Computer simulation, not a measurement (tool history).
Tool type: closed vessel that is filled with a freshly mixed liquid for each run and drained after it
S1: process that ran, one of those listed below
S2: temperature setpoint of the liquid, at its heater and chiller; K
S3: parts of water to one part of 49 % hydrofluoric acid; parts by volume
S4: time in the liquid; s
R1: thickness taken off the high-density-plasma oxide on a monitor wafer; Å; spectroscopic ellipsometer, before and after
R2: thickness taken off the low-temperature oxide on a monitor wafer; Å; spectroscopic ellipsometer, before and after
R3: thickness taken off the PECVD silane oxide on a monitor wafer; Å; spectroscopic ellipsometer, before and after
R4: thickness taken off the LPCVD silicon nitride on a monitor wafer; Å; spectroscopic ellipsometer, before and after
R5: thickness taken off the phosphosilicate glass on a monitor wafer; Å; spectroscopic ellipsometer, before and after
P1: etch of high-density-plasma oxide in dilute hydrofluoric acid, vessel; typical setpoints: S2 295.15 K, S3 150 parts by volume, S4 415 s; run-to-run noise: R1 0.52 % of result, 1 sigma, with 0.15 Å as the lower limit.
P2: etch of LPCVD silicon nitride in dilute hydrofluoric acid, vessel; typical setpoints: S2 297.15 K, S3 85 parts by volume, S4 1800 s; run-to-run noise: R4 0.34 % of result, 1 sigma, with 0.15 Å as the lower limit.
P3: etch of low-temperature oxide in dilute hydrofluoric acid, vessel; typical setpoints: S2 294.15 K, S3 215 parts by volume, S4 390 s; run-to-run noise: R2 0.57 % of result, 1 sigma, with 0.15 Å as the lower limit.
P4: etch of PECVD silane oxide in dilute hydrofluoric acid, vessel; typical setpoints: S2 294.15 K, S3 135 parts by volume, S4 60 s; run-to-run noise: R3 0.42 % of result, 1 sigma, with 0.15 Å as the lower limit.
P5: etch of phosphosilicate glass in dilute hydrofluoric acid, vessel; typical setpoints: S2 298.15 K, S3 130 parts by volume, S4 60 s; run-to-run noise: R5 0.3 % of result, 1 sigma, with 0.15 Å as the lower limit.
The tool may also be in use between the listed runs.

{"run": 1, "hour": 8.9, "S1": "P1", "S2": 295.15, "S3": 150, "S4": 415, "R1": 118.66}
{"run": 2, "hour": 20.0, "S1": "P3", "S2": 294.15, "S3": 135, "S4": 390, "R2": 638.98}
{"run": 3, "hour": 31.7, "S1": "P4", "S2": 294.15, "S3": 135, "S4": 30, "R3": 69.132}
{"run": 4, "hour": 38.9, "S1": "P1", "S2": 295.15, "S3": 150, "S4": 415, "R1": 118.94}
{"run": 5, "hour": 49.0, "S1": "P4", "S2": 294.15, "S3": 135, "S4": 60, "R3": 138.17}
{"run": 6, "hour": 59.5, "S1": "P1", "S2": 298.65, "S3": 50, "S4": 415, "R1": 463.93}
{"run": 7, "hour": 67.1, "S1": "P2", "S2": 302.15, "S3": 85, "S4": 1800, "R4": 156.38}
{"run": 8, "hour": 75.6, "S1": "P1", "S2": 295.15, "S3": 150, "S4": 415, "R1": 119.04}
{"run": 9, "hour": 87.3, "S1": "P5", "S2": 298.15, "S3": 130, "S4": 60, "R5": 400.35}
{"run": 10, "hour": 98.7, "S1": "P1", "S2": 295.15, "S3": 150, "S4": 415, "R1": 118.73}
{"run": 11, "hour": 109.8, "S1": "P5", "S2": 303.65, "S3": 130, "S4": 60, "R5": 489.92}
{"run": 12, "hour": 121.0, "S1": "P2", "S2": 297.15, "S3": 85, "S4": 810, "R4": 50.625}
{"run": 13, "hour": 129.6, "S1": "P5", "S2": 298.15, "S3": 130, "S4": 60, "R5": 400.04}
{"run": 14, "hour": 142.5, "S1": "P1", "S2": 290.15, "S3": 150, "S4": 415, "R1": 97.387}
{"run": 15, "hour": 148.9, "S1": "P4", "S2": 294.15, "S3": 135, "S4": 60, "R3": 138.29}
{"run": 16, "hour": 156.3, "S1": "P3", "S2": 302.15, "S3": 215, "S4": 390, "R2": 498.69}
{"run": 17, "hour": 167.2, "S1": "P3", "S2": 294.15, "S3": 215, "S4": 210, "R2": 200.06}
{"run": 18, "hour": 173.3, "S1": "P3", "S2": 294.15, "S3": 215, "S4": 390, "R2": 368.15}
{"run": 19, "hour": 185.6, "S1": "P5", "S2": 298.15, "S3": 130, "S4": 30, "R5": 199.6}
{"run": 20, "hour": 191.3, "S1": "P1", "S2": 295.15, "S3": 150, "S4": 835, "R1": 239.35}
{"run": 21, "hour": 198.8, "S1": "P2", "S2": 297.15, "S3": 145, "S4": 1800, "R4": 66.782}
{"run": 22, "hour": 210.4, "S1": "P1", "S2": 302.65, "S3": 150, "S4": 415, "R1": 158.5}
{"run": 23, "hour": 220.8, "S1": "P4", "S2": 294.15, "S3": 230, "S4": 60, "R3": 73.263}
{"run": 24, "hour": 228.2, "S1": "P1", "S2": 295.15, "S3": 80, "S4": 190, "R1": 110.73}
{"run": 25, "hour": 238.9, "S1": "P5", "S2": 298.15, "S3": 190, "S4": 60, "R5": 254.34}
{"run": 26, "hour": 247.9, "S1": "P2", "S2": 297.15, "S3": 85, "S4": 1800, "R4": 113.15}
{"run": 27, "hour": 260.4, "S1": "P1", "S2": 295.15, "S3": 50, "S4": 415, "R1": 405.89}
{"run": 28, "hour": 269.6, "S1": "P4", "S2": 301.15, "S3": 135, "S4": 60, "R3": 180.58}
{"run": 29, "hour": 280.7, "S1": "P1", "S2": 295.15, "S3": 220, "S4": 415, "R1": 75.754}
{"run": 30, "hour": 288.8, "S1": "P1", "S2": 295.15, "S3": 150, "S4": 110, "R1": 31.421}
{"run": 31, "hour": 295.3, "S1": "P1", "S2": 295.15, "S3": 150, "S4": 415, "R1": 119.51}
{"run": 32, "hour": 304.1, "S1": "P1", "S2": 295.15, "S3": 150, "S4": 415, "R1": 115.99}
{"run": 33, "hour": 313.3, "S1": "P1", "S2": 295.15, "S3": 150, "S4": 415, "R1": 114.7}
{"run": 34, "hour": 323.3, "S1": "P1", "S2": 295.15, "S3": 150, "S4": 415, "R1": 112.6}
{"run": 35, "hour": 332.2, "S1": "P1", "S2": 295.15, "S3": 150, "S4": 415, "R1": 112.36}
{"run": 36, "hour": 340.3, "S1": "P1", "S2": 295.15, "S3": 150, "S4": 415, "R1": 111.51}
{"run": 37, "hour": 351.0, "S1": "P1", "S2": 295.15, "S3": 150, "S4": 415, "R1": 110.06}
{"run": 38, "hour": 357.4, "S1": "P1", "S2": 295.15, "S3": 150, "S4": 415, "R1": 111.23}
{"run": 39, "hour": 364.3, "S1": "P1", "S2": 295.15, "S3": 150, "S4": 415, "R1": 111.15}
{"run": 40, "hour": 373.8, "S1": "P1", "S2": 295.15, "S3": 150, "S4": 415, "R1": 110.5}
{"run": 41, "hour": 382.6, "S1": "P1", "S2": 295.15, "S3": 150, "S4": 415, "R1": 110.1}

Something has made what P1 gives creep away from where it was; the 2 causes below, each at its own stated size, fit the log equally well:
A: liquid colder than its thermometer reads (K) = 1.99
B: hydrofluoric acid flow below the setpoint (%) = 6.46
Onset of the creep was near hour 295.3.

Consider the 4 single-wafer check runs listed below, results given as question marks: which one distinguishes between the causes by giving clearly different results for each?
{"run": "check 1", "hour": 391.4, "S1": "P3", "S2": 294.15, "S3": 215, "S4": 390, "R2": "?"}
{"run": "check 2", "hour": 391.4, "S1": "P2", "S2": 297.15, "S3": 85, "S4": 1800, "R4": "?"}
{"run": "check 3", "hour": 391.4, "S1": "P4", "S2": 294.15, "S3": 135, "S4": 60, "R3": "?"}
{"run": "check 4", "hour": 391.4, "S1": "P5", "S2": 298.15, "S3": 130, "S4": 60, "R5": "?"}

How each check would come out, cause by cause:
check=check_1 result=R2 if_A=345.17 if_B=343.38
check=check_2 result=R4 if_A=98.539 if_B=105.39
check=check_3 result=R3 if_A=127.67 if_B=128.07
check=check_4 result=R5 if_A=370 if_B=369.86
Separation of the two closest causes in each check, using whichever result separates them best: check 1 0.52 %; check 2 6.72 %; check 3 0.31 %; check 4 0.04 %
Check 2 distinguishes between the causes, while the remaining checks would return nearly the same result for all of them.

The results of check 2 are: R4 98.342 Å. Based on these, which of the listed causes is it?

A is the cause: liquid colder than its thermometer reads (K).
